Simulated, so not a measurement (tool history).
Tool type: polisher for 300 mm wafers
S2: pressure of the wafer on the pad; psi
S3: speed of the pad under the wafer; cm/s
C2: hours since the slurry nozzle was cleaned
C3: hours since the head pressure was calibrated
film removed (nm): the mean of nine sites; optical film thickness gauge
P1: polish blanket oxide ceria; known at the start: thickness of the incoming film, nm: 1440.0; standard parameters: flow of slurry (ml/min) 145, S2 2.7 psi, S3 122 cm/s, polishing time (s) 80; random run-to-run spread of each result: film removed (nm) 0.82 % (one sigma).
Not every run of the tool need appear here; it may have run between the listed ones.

Run 1, day 0.512: flow of slurry (ml/min) 145, S2 2.7 psi, S3 122 cm/s, polishing time (s) 80; wafers polished on this pad 718; C2 469.0; C3 951.2. Result: film removed (nm) 414.28.
Run 2, day 0.975: flow of slurry (ml/min) 145, S2 2.7 psi, S3 188 cm/s, polishing time (s) 80; wafers polished on this pad 827; C2 480.1; C3 962.3. Result: film removed (nm) 630.09.
Run 3, day 1.404: flow of slurry (ml/min) 85, S2 1.9 psi, S3 122 cm/s, polishing time (s) 80; wafers polished on this pad 927; C2 490.4; C3 972.6. Result: film removed (nm) 257.69.
Run 4, day 1.846: flow of slurry (ml/min) 145, S2 2.7 psi, S3 122 cm/s, polishing time (s) 114; wafers polished on this pad 1031; C2 501.0; C3 983.2. Result: film removed (nm) 596.82.
Run 5, day 2.162: flow of slurry (ml/min) 145, S2 2.7 psi, S3 122 cm/s, polishing time (s) 80; wafers polished on this pad 1105; C2 508.6; C3 990.8. Result: film removed (nm) 412.83.
Run 6, day 2.583: flow of slurry (ml/min) 185, S2 2.7 psi, S3 122 cm/s, polishing time (s) 80; wafers polished on this pad 1204; C2 518.7; C3 1000.9. Result: film removed (nm) 429.52.
Run 7, day 2.988: flow of slurry (ml/min) 145, S2 2.7 psi, S3 88 cm/s, polishing time (s) 80; wafers polished on this pad 1299; C2 528.4; C3 1010.6. Result: film removed (nm) 296.42.
Run 8, day 3.304: flow of slurry (ml/min) 145, S2 2.7 psi, S3 122 cm/s, polishing time (s) 80; wafers polished on this pad 1373; C2 536.0; C3 1018.2. Result: film removed (nm) 410.04.
Run 9, day 3.879: flow of slurry (ml/min) 145, S2 2.7 psi, S3 122 cm/s, polishing time (s) 38; wafers polished on this pad 1508; C2 549.8; C3 1032.0. Result: film removed (nm) 197.79.
Run 10, day 4.346: flow of slurry (ml/min) 145, S2 2.7 psi, S3 122 cm/s, polishing time (s) 80; wafers polished on this pad 1618; C2 561.0; C3 1043.2. Result: film removed (nm) 415.45.
Run 11, day 4.871: flow of slurry (ml/min) 145, S2 2.7 psi, S3 122 cm/s, polishing time (s) 80; wafers polished on this pad 1741; C2 573.6; C3 1055.8. Result: film removed (nm) 411.34.
Run 12, day 5.412: flow of slurry (ml/min) 145, S2 2.7 psi, S3 122 cm/s, polishing time (s) 80; wafers polished on this pad 1868; C2 586.6; C3 1068.8. Result: film removed (nm) 411.77.
Run 13, day 5.779: flow of slurry (ml/min) 85, S2 2.7 psi, S3 122 cm/s, polishing time (s) 80; wafers polished on this pad 1954; C2 595.4; C3 1077.6. Result: film removed (nm) 364.59.
Run 14, day 6.192: flow of slurry (ml/min) 105, S2 2.7 psi, S3 68 cm/s, polishing time (s) 80; wafers polished on this pad 2051; C2 605.3; C3 1087.5. Result: film removed (nm) 214.75.

Forecast run 15:
Run 15, day 6.521: flow of slurry (ml/min) 145, S2 2.0 psi, S3 122 cm/s, polishing time (s) 80; wafers polished on this pad 2128; C2 613.2; C3 1095.4. Result: film removed (nm) ?.

film removed (nm): 304.90
